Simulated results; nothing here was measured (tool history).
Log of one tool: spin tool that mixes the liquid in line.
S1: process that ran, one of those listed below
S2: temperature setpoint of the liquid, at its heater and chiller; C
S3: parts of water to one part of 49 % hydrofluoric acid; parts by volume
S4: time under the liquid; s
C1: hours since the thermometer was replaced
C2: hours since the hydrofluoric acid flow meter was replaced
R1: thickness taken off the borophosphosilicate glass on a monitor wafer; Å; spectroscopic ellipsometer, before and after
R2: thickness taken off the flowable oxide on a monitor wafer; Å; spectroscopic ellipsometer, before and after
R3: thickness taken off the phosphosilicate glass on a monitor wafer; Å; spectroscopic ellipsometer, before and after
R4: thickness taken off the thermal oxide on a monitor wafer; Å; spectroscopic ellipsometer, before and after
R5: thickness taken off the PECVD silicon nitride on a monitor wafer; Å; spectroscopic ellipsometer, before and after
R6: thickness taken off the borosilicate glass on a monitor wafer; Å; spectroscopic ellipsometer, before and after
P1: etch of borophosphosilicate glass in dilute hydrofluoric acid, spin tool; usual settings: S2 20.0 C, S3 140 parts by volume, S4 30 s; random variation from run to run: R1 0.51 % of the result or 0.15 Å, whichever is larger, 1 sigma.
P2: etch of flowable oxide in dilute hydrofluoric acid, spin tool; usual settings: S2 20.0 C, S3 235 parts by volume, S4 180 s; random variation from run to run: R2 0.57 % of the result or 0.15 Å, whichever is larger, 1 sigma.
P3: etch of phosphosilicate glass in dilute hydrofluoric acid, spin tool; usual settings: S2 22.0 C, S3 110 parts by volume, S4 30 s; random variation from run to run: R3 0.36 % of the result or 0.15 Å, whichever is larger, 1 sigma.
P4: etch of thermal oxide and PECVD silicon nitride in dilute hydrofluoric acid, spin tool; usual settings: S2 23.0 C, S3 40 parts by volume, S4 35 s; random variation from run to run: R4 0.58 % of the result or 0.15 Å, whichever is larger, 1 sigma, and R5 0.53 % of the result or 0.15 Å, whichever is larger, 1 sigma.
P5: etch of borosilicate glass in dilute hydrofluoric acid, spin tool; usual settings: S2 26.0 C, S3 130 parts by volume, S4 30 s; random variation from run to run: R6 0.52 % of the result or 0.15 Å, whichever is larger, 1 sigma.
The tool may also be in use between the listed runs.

{"run": 1, "hour": 15.0, "S1": "P1", "S2": 20.0, "S3": 140, "S4": 30, "C1": 752.8, "C2": 846.6, "R1": 119.69}
{"run": 2, "hour": 22.9, "S1": "P2", "S2": 20.0, "S3": 60, "S4": 180, "C1": 760.7, "C2": 854.5, "R2": 598.29}
{"run": 3, "hour": 35.2, "S1": "P3", "S2": 22.0, "S3": 110, "S4": 60, "C1": 773.0, "C2": 866.8, "R3": 589.53}
{"run": 4, "hour": 43.8, "S1": "P4", "S2": 23.0, "S3": 40, "S4": 35, "C1": 781.6, "C2": 875.4, "R4": 40.72, "R5": 45.163}
{"run": 5, "hour": 52.3, "S1": "P5", "S2": 30.0, "S3": 130, "S4": 30, "C1": 790.1, "C2": 883.9, "R6": 140.3}
{"run": 6, "hour": 65.3, "S1": "P1", "S2": 20.0, "S3": 255, "S4": 30, "C1": 803.1, "C2": 896.9, "R1": 58.154}
{"run": 7, "hour": 77.7, "S1": "P1", "S2": 20.0, "S3": 140, "S4": 30, "C1": 815.5, "C2": 909.3, "R1": 118.46}
{"run": 8, "hour": 90.2, "S1": "P5", "S2": 26.0, "S3": 130, "S4": 55, "C1": 828.0, "C2": 921.8, "R6": 221.17}
{"run": 9, "hour": 100.8, "S1": "P2", "S2": 20.0, "S3": 235, "S4": 180, "C1": 838.6, "C2": 932.4, "R2": 128.29}
{"run": 10, "hour": 108.1, "S1": "P1", "S2": 20.0, "S3": 140, "S4": 15, "C1": 845.9, "C2": 939.7, "R1": 59.931}
{"run": 11, "hour": 119.4, "S1": "P3", "S2": 22.0, "S3": 110, "S4": 30, "C1": 857.2, "C2": 951.0, "R3": 293.96}
{"run": 12, "hour": 126.7, "S1": "P2", "S2": 20.0, "S3": 235, "S4": 345, "C1": 864.5, "C2": 958.3, "R2": 242.44}
{"run": 13, "hour": 137.1, "S1": "P1", "S2": 20.0, "S3": 140, "S4": 30, "C1": 874.9, "C2": 968.7, "R1": 119.64}
{"run": 14, "hour": 150.5, "S1": "P4", "S2": 23.0, "S3": 40, "S4": 35, "C1": 888.3, "C2": 982.1, "R4": 40.159, "R5": 44.716}
{"run": 15, "hour": 159.9, "S1": "P1", "S2": 20.0, "S3": 200, "S4": 15, "C1": 897.7, "C2": 991.5, "R1": 39.274}
{"run": 16, "hour": 175.6, "S1": "P4", "S2": 23.0, "S3": 40, "S4": 65, "C1": 913.4, "C2": 1007.2, "R4": 74.75, "R5": 84.08}
{"run": 17, "hour": 184.9, "S1": "P5", "S2": 26.0, "S3": 130, "S4": 30, "C1": 922.7, "C2": 1016.5, "R6": 119.92}
{"run": 18, "hour": 196.2, "S1": "P1", "S2": 17.0, "S3": 230, "S4": 30, "C1": 934.0, "C2": 1027.8, "R1": 58.881}
{"run": 19, "hour": 204.5, "S1": "P5", "S2": 26.0, "S3": 65, "S4": 30, "C1": 942.3, "C2": 1036.1, "R6": 261.76}
{"run": 20, "hour": 215.6, "S1": "P1", "S2": 24.5, "S3": 140, "S4": 30, "C1": 953.4, "C2": 1047.2, "R1": 142.0}
{"run": 21, "hour": 223.1, "S1": "P3", "S2": 22.0, "S3": 45, "S4": 30, "C1": 960.9, "C2": 1054.7, "R3": 778.61}
{"run": 22, "hour": 234.8, "S1": "P1", "S2": 25.0, "S3": 185, "S4": 30, "C1": 972.6, "C2": 1066.4, "R1": 103.49}
{"run": 23, "hour": 245.7, "S1": "P1", "S2": 20.0, "S3": 140, "S4": 30, "C1": 983.5, "C2": 1077.3, "R1": 119.63}
{"run": 24, "hour": 252.5, "S1": "P1", "S2": 20.0, "S3": 140, "S4": 30, "C1": 990.3, "C2": 1084.1, "R1": 118.44}
{"run": 25, "hour": 263.0, "S1": "P1", "S2": 20.0, "S3": 140, "S4": 30, "C1": 1000.8, "C2": 1094.6, "R1": 119.58}
{"run": 26, "hour": 273.3, "S1": "P1", "S2": 20.0, "S3": 140, "S4": 30, "C1": 1011.1, "C2": 1104.9, "R1": 118.53}
{"run": 27, "hour": 282.3, "S1": "P3", "S2": 17.0, "S3": 110, "S4": 30, "C1": 1020.1, "C2": 1113.9, "R3": 241.43}
{"run": 28, "hour": 292.5, "S1": "P4", "S2": 23.0, "S3": 20, "S4": 35, "C1": 1030.3, "C2": 1124.1, "R4": 82.751, "R5": 86.786}
{"run": 29, "hour": 304.1, "S1": "P2", "S2": 26.0, "S3": 235, "S4": 180, "C1": 1041.9, "C2": 1135.7, "R2": 159.85}
{"run": 30, "hour": 319.6, "S1": "P2", "S2": 20.0, "S3": 235, "S4": 180, "C1": 1057.4, "C2": 1151.2, "R2": 126.99}
{"run": 31, "hour": 334.4, "S1": "P1", "S2": 17.0, "S3": 140, "S4": 30, "C1": 1072.2, "C2": 1166.0, "R1": 105.53}
{"run": 32, "hour": 345.0, "S1": "P1", "S2": 20.0, "S3": 65, "S4": 30, "C1": 1082.8, "C2": 1176.6, "R1": 279.67}
{"run": 33, "hour": 352.3, "S1": "P1", "S2": 20.0, "S3": 140, "S4": 60, "C1": 1090.1, "C2": 1183.9, "R1": 235.39}
{"run": 34, "hour": 367.3, "S1": "P4", "S2": 17.0, "S3": 40, "S4": 35, "C1": 1105.1, "C2": 1198.9, "R4": 31.667, "R5": 29.212}
{"run": 35, "hour": 377.9, "S1": "P1", "S2": 20.0, "S3": 140, "S4": 30, "C1": 1115.7, "C2": 1209.5, "R1": 119.81}
{"run": 36, "hour": 386.9, "S1": "P1", "S2": 20.0, "S3": 140, "S4": 30, "C1": 1124.7, "C2": 1218.5, "R1": 122.56}
{"run": 37, "hour": 397.5, "S1": "P1", "S2": 20.0, "S3": 140, "S4": 30, "C1": 1135.3, "C2": 1229.1, "R1": 124.56}
{"run": 38, "hour": 411.3, "S1": "P1", "S2": 20.0, "S3": 140, "S4": 30, "C1": 1149.1, "C2": 1242.9, "R1": 126.06}
{"run": 39, "hour": 425.1, "S1": "P1", "S2": 20.0, "S3": 140, "S4": 30, "C1": 1162.9, "C2": 1256.7, "R1": 129.66}
{"run": 40, "hour": 438.2, "S1": "P1", "S2": 20.0, "S3": 140, "S4": 30, "C1": 1176.0, "C2": 1269.8, "R1": 128.93}
{"run": 41, "hour": 450.4, "S1": "P1", "S2": 20.0, "S3": 140, "S4": 30, "C1": 1188.2, "C2": 1282.0, "R1": 128.6}
{"run": 42, "hour": 463.0, "S1": "P1", "S2": 20.0, "S3": 140, "S4": 30, "C1": 1200.8, "C2": 1294.6, "R1": 130.6}
{"run": 43, "hour": 478.0, "S1": "P1", "S2": 20.0, "S3": 140, "S4": 30, "C1": 1215.8, "C2": 1309.6, "R1": 130.57}
{"run": 44, "hour": 486.9, "S1": "P1", "S2": 20.0, "S3": 140, "S4": 30, "C1": 1224.7, "C2": 1318.5, "R1": 130.69}
{"run": 45, "hour": 496.7, "S1": "P1", "S2": 20.0, "S3": 140, "S4": 30, "C1": 1234.5, "C2": 1328.3, "R1": 129.63}

What P1 gives has crept away from where it was. These 2 causes fit the log equally well, each at the size given:
A: liquid hotter than its thermometer reads (K) = 2.33
B: hydrofluoric acid flow above the setpoint (%) = 8.37
The creep began at about hour 377.9.

4 check runs are offered, one wafer each, their results left as question marks. Which one tells the causes apart?
{"run": "check 1", "hour": 506.5, "S1": "P2", "S2": 20.0, "S3": 90, "S4": 180, "R2": "?"}
{"run": "check 2", "hour": 506.5, "S1": "P3", "S2": 18.5, "S3": 110, "S4": 30, "R3": "?"}
{"run": "check 3", "hour": 506.5, "S1": "P4", "S2": 17.5, "S3": 40, "S4": 35, "R4": "?", "R5": "?"}
{"run": "check 4", "hour": 506.5, "S1": "P5", "S2": 26.0, "S3": 130, "S4": 50, "R6": "?"}

What each check would give under each cause:
check=check_1 result=R2 if_A=425.76 if_B=422.76
check=check_2 result=R3 if_A=281.00 if_B=279.35
check=check_3 result=R4 if_A=35.247 if_B=34.660
check=check_3 result=R5 if_A=36.148 if_B=33.150
check=check_4 result=R6 if_A=218.02 if_B=219.17
How far apart the two closest causes lie, in the result that separates them most: check 1 0.71 %; check 2 0.59 %; check 3 8.66 %; check 4 0.52 %
Check 3 tells the causes apart: in the others they would give nearly the same result.

Check 3 was then run and gave: R4 34.654 Å; R5 33.638 Å. Which cause is it?

It is B: hydrofluoric acid flow above the setpoint (%).
